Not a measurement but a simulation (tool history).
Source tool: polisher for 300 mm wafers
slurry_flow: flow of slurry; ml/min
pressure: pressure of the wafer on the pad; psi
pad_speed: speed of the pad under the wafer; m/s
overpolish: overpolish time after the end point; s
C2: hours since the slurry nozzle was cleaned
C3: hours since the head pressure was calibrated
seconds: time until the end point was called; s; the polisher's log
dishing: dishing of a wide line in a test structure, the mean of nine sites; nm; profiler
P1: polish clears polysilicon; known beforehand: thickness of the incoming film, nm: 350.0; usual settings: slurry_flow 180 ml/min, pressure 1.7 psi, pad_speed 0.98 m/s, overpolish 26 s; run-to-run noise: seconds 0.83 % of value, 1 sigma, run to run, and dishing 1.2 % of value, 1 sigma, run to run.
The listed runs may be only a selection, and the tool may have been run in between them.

run 1 hour=10.6 | slurry_flow=180 pressure=1.7 pad_speed=0.98 overpolish=26 | wafers_polished_on_this_pad=449 C2=383.7 C3=360 | seconds=34.078 dishing=63.86
run 2 hour=18 | slurry_flow=180 pressure=2.5 pad_speed=1.26 overpolish=26 | wafers_polished_on_this_pad=513 C2=391.1 C3=367.4 | seconds=18.055 dishing=64.556
run 3 hour=30.9 | slurry_flow=180 pressure=1.7 pad_speed=0.98 overpolish=10 | wafers_polished_on_this_pad=626 C2=404 C3=380.3 | seconds=34.206 dishing=51.115
run 4 hour=37.1 | slurry_flow=180 pressure=1.7 pad_speed=0.98 overpolish=26 | wafers_polished_on_this_pad=680 C2=410.2 C3=386.5 | seconds=34.745 dishing=63.851
run 5 hour=45.3 | slurry_flow=180 pressure=1.7 pad_speed=0.98 overpolish=26 | wafers_polished_on_this_pad=751 C2=418.4 C3=394.7 | seconds=34.141 dishing=62.734
run 6 hour=57.1 | slurry_flow=110 pressure=1.7 pad_speed=0.98 overpolish=38 | wafers_polished_on_this_pad=854 C2=430.2 C3=406.5 | seconds=37.595 dishing=65.119
run 7 hour=64 | slurry_flow=180 pressure=1.7 pad_speed=0.64 overpolish=26 | wafers_polished_on_this_pad=914 C2=437.1 C3=413.4 | seconds=52.84 dishing=60.213
run 8 hour=69.7 | slurry_flow=180 pressure=0.8 pad_speed=0.98 overpolish=26 | wafers_polished_on_this_pad=964 C2=442.8 C3=419.1 | seconds=72.144 dishing=54.756
run 9 hour=76.1 | slurry_flow=180 pressure=2.3 pad_speed=0.98 overpolish=51 | wafers_polished_on_this_pad=1020 C2=449.2 C3=425.5 | seconds=25.171 dishing=64.589
run 10 hour=85.9 | slurry_flow=180 pressure=1.7 pad_speed=1.38 overpolish=26 | wafers_polished_on_this_pad=1105 C2=459 C3=435.3 | seconds=24.131 dishing=63.925
run 11 hour=96.1 | slurry_flow=110 pressure=1.7 pad_speed=0.98 overpolish=26 | wafers_polished_on_this_pad=1194 C2=469.2 C3=445.5 | seconds=37.892 dishing=62.088
run 12 hour=101.8 | slurry_flow=180 pressure=1.7 pad_speed=0.98 overpolish=42 | wafers_polished_on_this_pad=1244 C2=474.9 C3=451.2 | seconds=34.226 dishing=64.675
run 13 hour=112.3 | slurry_flow=180 pressure=1.7 pad_speed=0.98 overpolish=26 | wafers_polished_on_this_pad=1336 C2=485.4 C3=461.7 | seconds=34.381 dishing=62.614
run 14 hour=121.4 | slurry_flow=180 pressure=2.4 pad_speed=0.98 overpolish=26 | wafers_polished_on_this_pad=1415 C2=494.5 C3=470.8 | seconds=24.349 dishing=63.949
run 15 hour=132.4 | slurry_flow=230 pressure=1.7 pad_speed=0.98 overpolish=26 | wafers_polished_on_this_pad=1511 C2=505.5 C3=481.8 | seconds=33.479 dishing=63.149
run 16 hour=142.2 | slurry_flow=180 pressure=1.7 pad_speed=0.98 overpolish=26 | wafers_polished_on_this_pad=1596 C2=515.3 C3=491.6 | seconds=34.118 dishing=63.39
run 17 hour=150.9 | slurry_flow=180 pressure=1.7 pad_speed=0.98 overpolish=26 | wafers_polished_on_this_pad=1672 C2=524 C3=500.3 | seconds=34.219 dishing=63.518
run 18 hour=157.7 | slurry_flow=180 pressure=1.7 pad_speed=0.98 overpolish=26 | wafers_polished_on_this_pad=1731 C2=530.8 C3=507.1 | seconds=34.263 dishing=63.099
run 19 hour=164.7 | slurry_flow=180 pressure=1.7 pad_speed=0.98 overpolish=26 | wafers_polished_on_this_pad=1792 C2=537.8 C3=514.1 | seconds=35.173 dishing=62.956
run 20 hour=170.9 | slurry_flow=180 pressure=1.7 pad_speed=0.98 overpolish=26 | wafers_polished_on_this_pad=1846 C2=544 C3=520.3 | seconds=35.59 dishing=63.1

Run 21 is up next; what results do you expect?
run 21 hour=180.1 | slurry_flow=180 pressure=1.7 pad_speed=0.98 overpolish=26 | wafers_polished_on_this_pad=1927 C2=553.2 C3=529.5 | seconds=? dishing=?

Run 21 produced seconds 35.806 s, dishing 62.215 nm.
